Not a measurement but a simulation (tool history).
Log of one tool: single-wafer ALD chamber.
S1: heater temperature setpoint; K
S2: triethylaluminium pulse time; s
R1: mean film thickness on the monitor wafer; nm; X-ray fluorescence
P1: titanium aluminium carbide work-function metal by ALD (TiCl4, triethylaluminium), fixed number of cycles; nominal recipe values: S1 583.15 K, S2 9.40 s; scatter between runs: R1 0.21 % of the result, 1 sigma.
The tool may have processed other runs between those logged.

Run 1, day 0.483: S1 583.15 K, S2 9.40 s. Result: R1 2.0743 nm.
Run 2, day 0.950: S1 608.15 K, S2 9.40 s. Result: R1 2.2869 nm.
Run 3, day 1.408: S1 560.15 K, S2 5.19 s. Result: R1 1.6207 nm.
Run 4, day 1.904: S1 573.15 K, S2 14.08 s. Result: R1 2.0534 nm.
Run 5, day 2.138: S1 583.15 K, S2 9.40 s. Result: R1 2.0687 nm.
Run 6, day 2.508: S1 583.15 K, S2 9.40 s. Result: R1 2.0693 nm.
At day 2.579: thermocouple changed; heater temperature recalibrated.
Run 7, day 2.962: S1 583.15 K, S2 9.40 s. Result: R1 2.0694 nm.
Run 8, day 3.379: S1 583.15 K, S2 4.66 s. Result: R1 1.7220 nm.
Run 9, day 3.771: S1 583.15 K, S2 13.35 s. Result: R1 2.1326 nm.
Run 10, day 4.183: S1 570.15 K, S2 13.98 s. Result: R1 2.0224 nm.
Run 11, day 4.504: S1 560.15 K, S2 9.40 s. Result: R1 1.8734 nm.

What does the tool deliver on the next run?
Run 12, day 4.796: S1 583.15 K, S2 9.40 s. Result: R1 ?.

{"run 12": {"R1": 2.0714}}
